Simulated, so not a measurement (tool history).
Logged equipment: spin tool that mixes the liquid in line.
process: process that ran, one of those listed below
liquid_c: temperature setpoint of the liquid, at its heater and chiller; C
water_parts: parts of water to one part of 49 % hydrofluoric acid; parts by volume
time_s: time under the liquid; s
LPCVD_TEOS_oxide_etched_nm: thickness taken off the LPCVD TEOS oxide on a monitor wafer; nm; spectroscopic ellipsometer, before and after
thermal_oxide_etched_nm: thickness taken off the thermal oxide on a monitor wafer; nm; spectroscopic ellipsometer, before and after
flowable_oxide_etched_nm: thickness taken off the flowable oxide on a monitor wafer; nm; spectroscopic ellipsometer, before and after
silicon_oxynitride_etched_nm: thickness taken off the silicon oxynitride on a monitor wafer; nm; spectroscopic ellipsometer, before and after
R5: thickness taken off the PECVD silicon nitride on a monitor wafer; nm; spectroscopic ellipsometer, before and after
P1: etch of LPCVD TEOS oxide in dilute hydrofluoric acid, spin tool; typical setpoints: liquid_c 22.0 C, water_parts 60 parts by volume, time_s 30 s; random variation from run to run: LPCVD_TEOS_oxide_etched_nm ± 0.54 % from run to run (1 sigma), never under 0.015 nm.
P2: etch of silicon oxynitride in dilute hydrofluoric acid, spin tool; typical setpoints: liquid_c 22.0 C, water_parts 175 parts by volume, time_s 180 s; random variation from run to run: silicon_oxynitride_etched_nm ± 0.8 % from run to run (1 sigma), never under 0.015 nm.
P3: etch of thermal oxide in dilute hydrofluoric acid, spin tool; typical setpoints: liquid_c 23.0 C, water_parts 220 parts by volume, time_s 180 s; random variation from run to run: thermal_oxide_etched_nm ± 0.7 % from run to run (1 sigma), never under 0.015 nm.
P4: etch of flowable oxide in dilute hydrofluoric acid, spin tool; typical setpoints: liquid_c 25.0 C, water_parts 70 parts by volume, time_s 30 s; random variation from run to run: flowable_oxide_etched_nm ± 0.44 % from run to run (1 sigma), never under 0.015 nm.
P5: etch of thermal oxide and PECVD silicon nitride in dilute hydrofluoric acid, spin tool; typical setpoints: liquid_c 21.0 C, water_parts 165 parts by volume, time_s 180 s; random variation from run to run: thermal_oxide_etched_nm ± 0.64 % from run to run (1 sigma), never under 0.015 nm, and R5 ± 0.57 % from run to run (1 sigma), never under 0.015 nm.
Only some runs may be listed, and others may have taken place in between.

run 1 day=0.404 | process=P1 liquid_c=22.0 water_parts=60 time_s=30 | LPCVD_TEOS_oxide_etched_nm=8.1923
run 2 day=0.762 | process=P1 liquid_c=17.0 water_parts=60 time_s=30 | LPCVD_TEOS_oxide_etched_nm=6.5282
run 3 day=1.212 | process=P3 liquid_c=23.0 water_parts=220 time_s=345 | thermal_oxide_etched_nm=6.07190
run 4 day=1.558 | process=P4 liquid_c=25.0 water_parts=70 time_s=15 | flowable_oxide_etched_nm=7.6601
run 5 day=1.892 | process=P2 liquid_c=22.0 water_parts=175 time_s=180 | silicon_oxynitride_etched_nm=2.7496
run 6 day=2.375 | process=P1 liquid_c=29.0 water_parts=60 time_s=30 | LPCVD_TEOS_oxide_etched_nm=10.8850
run 7 day=3.067 | process=P2 liquid_c=22.0 water_parts=175 time_s=45 | silicon_oxynitride_etched_nm=0.6839
run 8 day=3.612 | process=P3 liquid_c=23.0 water_parts=220 time_s=180 | thermal_oxide_etched_nm=3.19180
run 9 day=3.942 | process=P4 liquid_c=17.0 water_parts=70 time_s=30 | flowable_oxide_etched_nm=11.0530
run 10 day=4.454 | process=P1 liquid_c=22.0 water_parts=60 time_s=30 | LPCVD_TEOS_oxide_etched_nm=8.1648
-- day=4.854 hydrofluoric acid flow meter replaced
run 11 day=5.054 | process=P3 liquid_c=23.0 water_parts=75 time_s=180 | thermal_oxide_etched_nm=10.97700
run 12 day=5.400 | process=P1 liquid_c=22.0 water_parts=60 time_s=30 | LPCVD_TEOS_oxide_etched_nm=8.1714
run 13 day=5.908 | process=P5 liquid_c=28.5 water_parts=165 time_s=180 | thermal_oxide_etched_nm=5.70460 R5=8.31970
run 14 day=6.583 | process=P1 liquid_c=22.0 water_parts=60 time_s=15 | LPCVD_TEOS_oxide_etched_nm=4.0330
run 15 day=6.962 | process=P1 liquid_c=22.0 water_parts=60 time_s=30 | LPCVD_TEOS_oxide_etched_nm=8.2342
run 16 day=7.579 | process=P1 liquid_c=22.0 water_parts=95 time_s=30 | LPCVD_TEOS_oxide_etched_nm=4.9458
-- day=7.588 thermometer replaced
run 17 day=8.092 | process=P2 liquid_c=29.5 water_parts=175 time_s=180 | silicon_oxynitride_etched_nm=3.8508
run 18 day=8.617 | process=P5 liquid_c=21.0 water_parts=265 time_s=180 | thermal_oxide_etched_nm=2.44190 R5=3.29150
run 19 day=8.946 | process=P1 liquid_c=26.5 water_parts=80 time_s=30 | LPCVD_TEOS_oxide_etched_nm=7.1510
run 20 day=9.625 | process=P1 liquid_c=18.0 water_parts=110 time_s=30 | LPCVD_TEOS_oxide_etched_nm=3.5457
run 21 day=10.092 | process=P1 liquid_c=22.0 water_parts=60 time_s=30 | LPCVD_TEOS_oxide_etched_nm=8.2001
run 22 day=10.621 | process=P5 liquid_c=21.0 water_parts=165 time_s=15 | thermal_oxide_etched_nm=0.34904 R5=0.40539
run 23 day=11.017 | process=P1 liquid_c=22.0 water_parts=25 time_s=30 | LPCVD_TEOS_oxide_etched_nm=20.6730
run 24 day=11.450 | process=P5 liquid_c=21.0 water_parts=165 time_s=180 | thermal_oxide_etched_nm=4.23920 R5=5.17440
run 25 day=12.138 | process=P1 liquid_c=22.0 water_parts=60 time_s=30 | LPCVD_TEOS_oxide_etched_nm=8.2102
run 26 day=12.525 | process=P1 liquid_c=17.5 water_parts=60 time_s=15 | LPCVD_TEOS_oxide_etched_nm=3.3749
run 27 day=13.000 | process=P4 liquid_c=25.0 water_parts=40 time_s=30 | flowable_oxide_etched_nm=28.1240
run 28 day=13.479 | process=P1 liquid_c=22.0 water_parts=60 time_s=45 | LPCVD_TEOS_oxide_etched_nm=12.2420
run 29 day=14.171 | process=P2 liquid_c=22.0 water_parts=110 time_s=180 | silicon_oxynitride_etched_nm=4.5808
run 30 day=14.479 | process=P5 liquid_c=21.0 water_parts=165 time_s=180 | thermal_oxide_etched_nm=4.27060 R5=5.13420
run 31 day=15.033 | process=P4 liquid_c=25.0 water_parts=70 time_s=30 | flowable_oxide_etched_nm=15.5130
run 32 day=15.675 | process=P3 liquid_c=28.5 water_parts=220 time_s=180 | thermal_oxide_etched_nm=3.86100
run 33 day=16.062 | process=P1 liquid_c=22.0 water_parts=60 time_s=30 | LPCVD_TEOS_oxide_etched_nm=8.1166
run 34 day=16.562 | process=P1 liquid_c=22.0 water_parts=60 time_s=30 | LPCVD_TEOS_oxide_etched_nm=7.8483
run 35 day=17.246 | process=P1 liquid_c=22.0 water_parts=60 time_s=30 | LPCVD_TEOS_oxide_etched_nm=7.6504
run 36 day=17.688 | process=P1 liquid_c=22.0 water_parts=60 time_s=30 | LPCVD_TEOS_oxide_etched_nm=7.5239
run 37 day=18.150 | process=P1 liquid_c=22.0 water_parts=60 time_s=30 | LPCVD_TEOS_oxide_etched_nm=7.5779
run 38 day=18.525 | process=P1 liquid_c=22.0 water_parts=60 time_s=30 | LPCVD_TEOS_oxide_etched_nm=7.4270
run 39 day=19.183 | process=P1 liquid_c=22.0 water_parts=60 time_s=30 | LPCVD_TEOS_oxide_etched_nm=7.4237
run 40 day=19.788 | process=P1 liquid_c=22.0 water_parts=60 time_s=30 | LPCVD_TEOS_oxide_etched_nm=7.3872
run 41 day=20.088 | process=P1 liquid_c=22.0 water_parts=60 time_s=30 | LPCVD_TEOS_oxide_etched_nm=7.4061
run 42 day=20.729 | process=P1 liquid_c=22.0 water_parts=60 time_s=30 | LPCVD_TEOS_oxide_etched_nm=7.4166

What P1 gives has crept off from where it sat before. The 2 causes that follow fit the log equally well, each at the size noted:
A: hydrofluoric acid flow below the setpoint (%) = 8.68
B: liquid colder than its thermometer reads (K) = 2.34
At approximately day 16.062, the process output began to creep.

Each of the 4 check runs below uses one wafer; its results are left as question marks. Which run tells the causes apart?
run check 1 day=21.371 | process=P5 liquid_c=21.0 water_parts=260 time_s=180 | thermal_oxide_etched_nm=? R5=?
run check 2 day=21.371 | process=P2 liquid_c=28.5 water_parts=175 time_s=45 | silicon_oxynitride_etched_nm=?
run check 3 day=21.371 | process=P4 liquid_c=17.0 water_parts=40 time_s=30 | flowable_oxide_etched_nm=?
run check 4 day=21.371 | process=P3 liquid_c=27.0 water_parts=75 time_s=180 | thermal_oxide_etched_nm=?

What every check run would give for each of its results, assuming each possible cause in turn:
check=check_1 result=thermal_oxide_etched_nm if_A=2.19720 if_B=2.25600
check=check_1 result=R5 if_A=3.01750 if_B=2.83500
check=check_2 result=silicon_oxynitride_etched_nm if_A=0.81703 if_B=0.81953
check=check_3 result=flowable_oxide_etched_nm if_A=18.2380 if_B=18.0870
check=check_4 result=thermal_oxide_etched_nm if_A=11.58100 if_B=11.66900
Minimum pairwise separation of causes per check, each pair taken at its best-separating result: check 1 6.24 %; check 2 0.31 %; check 3 0.83 %; check 4 0.76 %
Only in check 1 would the causes give clearly different results; in the remaining checks their results would be nearly the same.

Then check 1 was run and gave: thermal_oxide_etched_nm 2.22830 nm; R5 2.84980 nm. Which cause is it?

The cause is B: liquid colder than its thermometer reads (K).
